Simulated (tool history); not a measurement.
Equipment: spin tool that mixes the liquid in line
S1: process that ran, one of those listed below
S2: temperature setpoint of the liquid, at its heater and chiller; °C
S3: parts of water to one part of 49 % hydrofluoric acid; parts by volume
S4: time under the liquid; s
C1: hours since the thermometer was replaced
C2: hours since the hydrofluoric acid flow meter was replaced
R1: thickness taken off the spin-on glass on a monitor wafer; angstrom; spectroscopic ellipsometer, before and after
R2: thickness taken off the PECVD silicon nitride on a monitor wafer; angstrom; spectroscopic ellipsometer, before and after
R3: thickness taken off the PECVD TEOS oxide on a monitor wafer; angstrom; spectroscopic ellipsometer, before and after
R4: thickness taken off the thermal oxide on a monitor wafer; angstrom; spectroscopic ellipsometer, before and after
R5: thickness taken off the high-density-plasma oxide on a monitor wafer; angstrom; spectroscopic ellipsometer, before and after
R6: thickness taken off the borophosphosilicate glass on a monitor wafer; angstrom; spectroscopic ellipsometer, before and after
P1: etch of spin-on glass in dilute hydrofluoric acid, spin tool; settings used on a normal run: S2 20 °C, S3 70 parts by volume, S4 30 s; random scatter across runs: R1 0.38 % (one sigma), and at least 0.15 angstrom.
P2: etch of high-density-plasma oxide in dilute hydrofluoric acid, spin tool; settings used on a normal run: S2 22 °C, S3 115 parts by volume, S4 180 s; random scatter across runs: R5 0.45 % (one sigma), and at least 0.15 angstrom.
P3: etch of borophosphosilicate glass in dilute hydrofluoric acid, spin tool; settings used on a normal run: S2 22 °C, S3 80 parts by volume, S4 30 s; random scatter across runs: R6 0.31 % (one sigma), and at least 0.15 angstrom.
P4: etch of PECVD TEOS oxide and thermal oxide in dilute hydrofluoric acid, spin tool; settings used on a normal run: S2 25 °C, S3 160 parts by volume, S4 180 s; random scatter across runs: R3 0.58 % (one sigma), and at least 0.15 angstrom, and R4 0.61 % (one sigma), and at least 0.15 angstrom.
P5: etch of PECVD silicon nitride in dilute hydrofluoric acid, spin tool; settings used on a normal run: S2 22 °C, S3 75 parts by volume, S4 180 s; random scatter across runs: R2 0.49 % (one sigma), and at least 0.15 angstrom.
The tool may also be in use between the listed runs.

run,hour,S1,S2,S3,S4,C1,C2,R1,R2,R3,R4,R5,R6
1,14.1,P1,20,70,30,175.8,252.7,194.02,,,,,
2,25.4,P5,22,125,180,187.1,264,,37.157,,,,
3,34.5,P5,17,75,180,196.2,273.1,,43.111,,,,
4,47.1,P1,20,70,15,208.8,285.7,96.291,,,,,
5,53.8,P5,22,75,70,215.5,292.4,,23.675,,,,
6,64.2,P5,22,75,180,225.9,302.8,,61.222,,,,
7,78,P1,20,70,30,239.7,316.6,193.01,,,,,
8,85.3,P4,25,255,180,247,323.9,,,70.018,28.61,,
9,100,P2,26,115,180,261.7,338.6,,,,,121.51,
10,114.8,P3,22,80,30,276.5,353.4,,,,,,252.09
11,123.2,P3,22,80,50,284.9,361.8,,,,,,419.84
12,136.8,P3,17.5,80,30,298.5,375.4,,,,,,208.16
13,151.2,P1,17,70,30,312.9,389.8,169.93,,,,,
# hour 151.8: hydrofluoric acid flow meter replaced
14,159.9,P1,20,125,15,321.6,8.2,51.111,,,,,
15,174.1,P4,25,160,180,335.8,22.4,,,124,50.226,,
16,181,P4,25,160,260,342.7,29.3,,,178.3,72.914,,
17,194.2,P5,22,75,180,355.9,42.5,,61.69,,,,
18,207,P4,17.5,160,180,368.7,55.3,,,91.451,37.775,,
19,220.3,P1,27,70,30,382,68.6,256.5,,,,,
20,231,P1,20,70,45,392.7,79.3,293.03,,,,,
21,242.4,P2,22,200,180,404.1,90.7,,,,,54.894,
22,257,P1,20,70,30,418.7,105.3,193.98,,,,,
23,269.6,P1,20,70,30,431.3,117.9,192.6,,,,,
24,276.9,P1,20,125,30,438.6,125.2,101.46,,,,,
25,285.5,P1,20,20,30,447.2,133.8,716.55,,,,,
26,297.9,P2,22,115,180,459.6,146.2,,,,,104.72,
27,307.6,P2,22,115,90,469.3,155.9,,,,,52.371,
28,321.7,P3,22,135,30,483.4,170,,,,,,140.03
29,331.8,P4,25,160,180,493.5,180.1,,,122.93,50.601,,
30,343.5,P1,20,70,30,505.2,191.8,193.55,,,,,
31,354.6,P1,20,70,30,516.3,202.9,198.4,,,,,
32,365.2,P1,20,70,30,526.9,213.5,200.41,,,,,
33,373.7,P1,20,70,30,535.4,222,202.21,,,,,
34,381.5,P1,20,70,30,543.2,229.8,203.14,,,,,
35,396.5,P1,20,70,30,558.2,244.8,205.85,,,,,
36,405.2,P1,20,70,30,566.9,253.5,204.2,,,,,
37,412.5,P1,20,70,30,574.2,260.8,206.36,,,,,
38,419.4,P1,20,70,30,581.1,267.7,206.96,,,,,
39,432.5,P1,20,70,30,594.2,280.8,205.22,,,,,
40,439.5,P1,20,70,30,601.2,287.8,205.5,,,,,
41,454.1,P1,20,70,30,615.8,302.4,207,,,,,

What P1 gives has crept away from where it was. These 2 causes fit the log equally well, each at the size given:
A: liquid hotter than its thermometer reads (K) = 1.6
B: hydrofluoric acid flow above the setpoint (%) = 6.34
The drift started at roughly hour 343.5.

Listed below are the offered check runs, one wafer per run, with question marks in place of results. For which of them would the causes give clearly different outcomes?
check 1,468.7,P4,25,160,180,,,,,?,?,,
check 2,468.7,P2,22,115,180,,,,,,,?,
check 3,468.7,P5,22,75,180,,,,?,,,,
check 4,468.7,P3,22,80,30,,,,,,,,?

What each check would give under each cause:
check,result,if A,if B
check 1,R3,131.03,132.74
check 1,R4,53.64,54.339
check 2,R5,111.12,111.79
check 3,R2,68.233,65.072
check 4,R6,267.99,268.6
Per check, the gap between the least separated pair of causes, taken in the result that splits them most: check 1 1.29 %; check 2 0.6 %; check 3 4.74 %; check 4 0.23 %
Only in check 3 would the causes give clearly different results; in the remaining checks their results would be nearly the same.

With check 3 done, the readings were: R2 65.022 angstrom. Identify which of the listed causes applies.

Of the candidate causes, it is B: hydrofluoric acid flow above the setpoint (%).
